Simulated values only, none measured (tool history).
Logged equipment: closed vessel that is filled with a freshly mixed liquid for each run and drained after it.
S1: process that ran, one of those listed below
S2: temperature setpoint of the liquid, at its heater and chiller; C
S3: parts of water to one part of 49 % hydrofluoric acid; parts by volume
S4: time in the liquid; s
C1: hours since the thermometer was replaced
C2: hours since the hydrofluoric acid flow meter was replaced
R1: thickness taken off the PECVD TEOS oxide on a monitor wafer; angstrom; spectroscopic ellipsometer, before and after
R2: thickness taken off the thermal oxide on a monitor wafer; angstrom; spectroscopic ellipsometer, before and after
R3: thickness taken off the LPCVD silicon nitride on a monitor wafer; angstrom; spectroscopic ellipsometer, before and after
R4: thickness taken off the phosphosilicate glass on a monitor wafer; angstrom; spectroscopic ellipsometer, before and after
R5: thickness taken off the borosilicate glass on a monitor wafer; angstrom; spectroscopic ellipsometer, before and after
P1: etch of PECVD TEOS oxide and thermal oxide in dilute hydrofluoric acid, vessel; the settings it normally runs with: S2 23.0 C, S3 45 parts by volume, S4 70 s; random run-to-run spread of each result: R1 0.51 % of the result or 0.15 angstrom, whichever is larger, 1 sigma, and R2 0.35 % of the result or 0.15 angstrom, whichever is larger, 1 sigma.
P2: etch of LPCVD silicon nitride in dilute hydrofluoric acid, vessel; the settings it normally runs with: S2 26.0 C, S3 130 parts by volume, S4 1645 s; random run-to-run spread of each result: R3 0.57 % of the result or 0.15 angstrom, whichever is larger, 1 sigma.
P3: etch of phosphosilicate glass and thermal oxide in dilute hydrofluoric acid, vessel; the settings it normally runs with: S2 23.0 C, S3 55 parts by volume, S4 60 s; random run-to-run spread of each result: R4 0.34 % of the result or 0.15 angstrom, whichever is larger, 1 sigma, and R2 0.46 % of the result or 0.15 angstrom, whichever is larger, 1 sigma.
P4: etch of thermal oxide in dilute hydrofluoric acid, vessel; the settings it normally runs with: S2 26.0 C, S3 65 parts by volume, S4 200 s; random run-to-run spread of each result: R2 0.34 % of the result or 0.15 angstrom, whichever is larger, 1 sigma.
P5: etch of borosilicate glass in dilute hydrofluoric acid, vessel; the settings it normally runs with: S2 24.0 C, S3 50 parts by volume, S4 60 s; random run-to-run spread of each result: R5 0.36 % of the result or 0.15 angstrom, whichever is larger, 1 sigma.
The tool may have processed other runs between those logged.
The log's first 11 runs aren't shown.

| run | hour | S1 | S2 | S3 | S4 | C1 | C2 | R1 | R2 | R3 | R4 | R5 |
|---|---|---|---|---|---|---|---|---|---|---|---|---|
| 12 | 149.8 | P4 | 22.0 | 65 | 200 | 445.3 | 91.4 |  | 138.280 |  |  |  |
| 13 | 165.5 | P2 | 26.0 | 30 | 1645 | 461.0 | 107.1 |  |  | 280.310 |  |  |
| 14 | 177.7 | P3 | 29.5 | 55 | 60 | 473.2 | 119.3 |  | 66.691 |  | 1945.9 |  |
| 15 | 189.9 | P1 | 23.0 | 45 | 70 | 485.4 | 131.5 | 145.940 | 76.597 |  |  |  |
| 16 | 206.8 | P3 | 23.0 | 55 | 60 | 502.3 | 148.4 |  | 51.354 |  | 1493.1 |  |
| 17 | 222.0 | P5 | 24.0 | 50 | 60 | 517.5 | 163.6 |  |  |  |  | 422.96 |
| 18 | 233.0 | P5 | 24.0 | 70 | 60 | 528.5 | 174.6 |  |  |  |  | 294.37 |
| 19 | 250.2 | P1 | 23.0 | 45 | 70 | 545.7 | 191.8 | 146.970 | 76.008 |  |  |  |
| 20 | 262.7 | P2 | 26.0 | 130 | 1645 | 558.2 | 204.3 |  |  | 65.588 |  |  |
| 21 | 281.1 | P1 | 23.0 | 80 | 70 | 576.6 | 222.7 | 78.813 | 41.179 |  |  |  |
| 22 | 295.3 | P1 | 23.0 | 45 | 35 | 590.8 | 236.9 | 73.207 | 37.860 |  |  |  |
| 23 | 307.5 | P1 | 23.0 | 45 | 70 | 603.0 | 249.1 | 146.190 | 76.353 |  |  |  |
| 24 | 316.7 | P4 | 26.0 | 65 | 200 | 612.2 | 258.3 |  | 163.730 |  |  |  |
| 25 | 325.0 | P5 | 31.0 | 50 | 60 | 620.5 | 266.6 |  |  |  |  | 560.90 |
| 26 | 339.4 | P5 | 24.0 | 50 | 60 | 634.9 | 281.0 |  |  |  |  | 421.91 |
| 27 | 351.0 | P4 | 26.0 | 65 | 390 | 646.5 | 292.6 |  | 318.810 |  |  |  |
| 28 | 365.9 | P3 | 23.0 | 55 | 100 | 661.4 | 307.5 |  | 85.572 |  | 2491.8 |  |
| 29 | 374.7 | P1 | 17.5 | 45 | 70 | 670.2 | 316.3 | 116.760 | 59.879 |  |  |  |
| 30 | 385.5 | P4 | 26.0 | 40 | 200 | 681.0 | 327.1 |  | 274.890 |  |  |  |
| 31 | 398.3 | P3 | 23.0 | 25 | 60 | 693.8 | 339.9 |  | 116.850 |  | 3408.0 |  |

Predict the results of run 32:
| 32 | 412.4 | P1 | 23.0 | 45 | 70 | 707.9 | 354.0 | ? | ? |  |  |  |

{"run 32": {"R1": 146.81, "R2": 75.902}}
